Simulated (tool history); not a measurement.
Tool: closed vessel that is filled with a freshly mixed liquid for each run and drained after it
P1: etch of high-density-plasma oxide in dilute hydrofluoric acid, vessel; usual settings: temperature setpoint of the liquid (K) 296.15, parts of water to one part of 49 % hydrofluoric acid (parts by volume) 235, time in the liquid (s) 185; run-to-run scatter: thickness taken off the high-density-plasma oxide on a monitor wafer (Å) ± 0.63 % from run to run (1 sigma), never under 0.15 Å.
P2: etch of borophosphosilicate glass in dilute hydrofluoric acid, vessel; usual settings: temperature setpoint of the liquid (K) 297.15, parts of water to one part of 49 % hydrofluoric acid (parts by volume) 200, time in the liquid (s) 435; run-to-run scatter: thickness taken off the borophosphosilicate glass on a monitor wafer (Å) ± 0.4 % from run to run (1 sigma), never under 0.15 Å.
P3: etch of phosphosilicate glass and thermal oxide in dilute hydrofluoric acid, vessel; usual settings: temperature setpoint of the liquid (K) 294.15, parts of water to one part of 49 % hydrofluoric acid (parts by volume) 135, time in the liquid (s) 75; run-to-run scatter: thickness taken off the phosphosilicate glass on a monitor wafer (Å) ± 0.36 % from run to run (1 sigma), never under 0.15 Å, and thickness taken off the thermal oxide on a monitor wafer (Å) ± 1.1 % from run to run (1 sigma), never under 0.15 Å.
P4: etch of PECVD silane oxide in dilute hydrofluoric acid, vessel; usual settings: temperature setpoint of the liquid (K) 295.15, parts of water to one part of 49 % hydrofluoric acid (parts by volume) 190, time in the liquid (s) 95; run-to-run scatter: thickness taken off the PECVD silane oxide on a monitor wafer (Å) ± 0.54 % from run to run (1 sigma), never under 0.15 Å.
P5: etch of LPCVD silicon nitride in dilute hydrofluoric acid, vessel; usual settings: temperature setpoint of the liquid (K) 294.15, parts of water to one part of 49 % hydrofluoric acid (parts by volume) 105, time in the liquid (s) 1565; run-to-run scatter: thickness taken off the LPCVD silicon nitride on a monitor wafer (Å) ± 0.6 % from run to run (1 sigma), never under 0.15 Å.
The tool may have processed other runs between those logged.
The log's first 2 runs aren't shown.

run	hour	process that ran	temperature setpoint of the liquid (K)	parts of water to one part of 49 % hydrofluoric acid (parts by volume)	time in the liquid (s)	thickness taken off the high-density-plasma oxide on a monitor wafer (Å)	thickness taken off the PECVD silane oxide on a monitor wafer (Å)	thickness taken off the LPCVD silicon nitride on a monitor wafer (Å)	thickness taken off the borophosphosilicate glass on a monitor wafer (Å)	thickness taken off the phosphosilicate glass on a monitor wafer (Å)	thickness taken off the thermal oxide on a monitor wafer (Å)
3	21.3	P5	301.15	105	1565			83.135			
4	27.5	P1	296.15	80	345	292.35					
5	34.9	P2	297.15	200	655				895.4		
6	40.9	P5	294.15	105	3005			100.59			
# hour 49.7: hydrofluoric acid flow meter replaced
7	51.2	P1	296.15	400	185	22.527					
8	61.7	P1	296.15	235	185	44.344					
9	67.6	P1	300.65	235	185	52.629					
10	78	P4	290.15	190	95		51.655				
11	89.8	P1	296.15	235	60	14.373					
12	96	P1	296.15	235	185	44.399					
13	105.3	P1	290.15	385	185	19.335					
14	112.2	P3	294.15	135	150					681.23	44.535
15	123.4	P2	297.15	200	435				593.47		
16	129.1	P4	295.15	190	165		109				
17	140.3	P1	296.15	235	185	45.198					
18	148.4	P1	291.65	415	185	18.485					
19	156	P1	290.15	235	185	35.672					
20	162.4	P3	294.15	245	75					169.62	10.891
21	169.9	P5	294.15	30	1565			179.64			

The next listed run, before its measurement:
22	176.6	P1	296.15	60	185	?					

{"run 22": {"thickness taken off the high-density-plasma oxide on a monitor wafer (Å)": 215.53}}

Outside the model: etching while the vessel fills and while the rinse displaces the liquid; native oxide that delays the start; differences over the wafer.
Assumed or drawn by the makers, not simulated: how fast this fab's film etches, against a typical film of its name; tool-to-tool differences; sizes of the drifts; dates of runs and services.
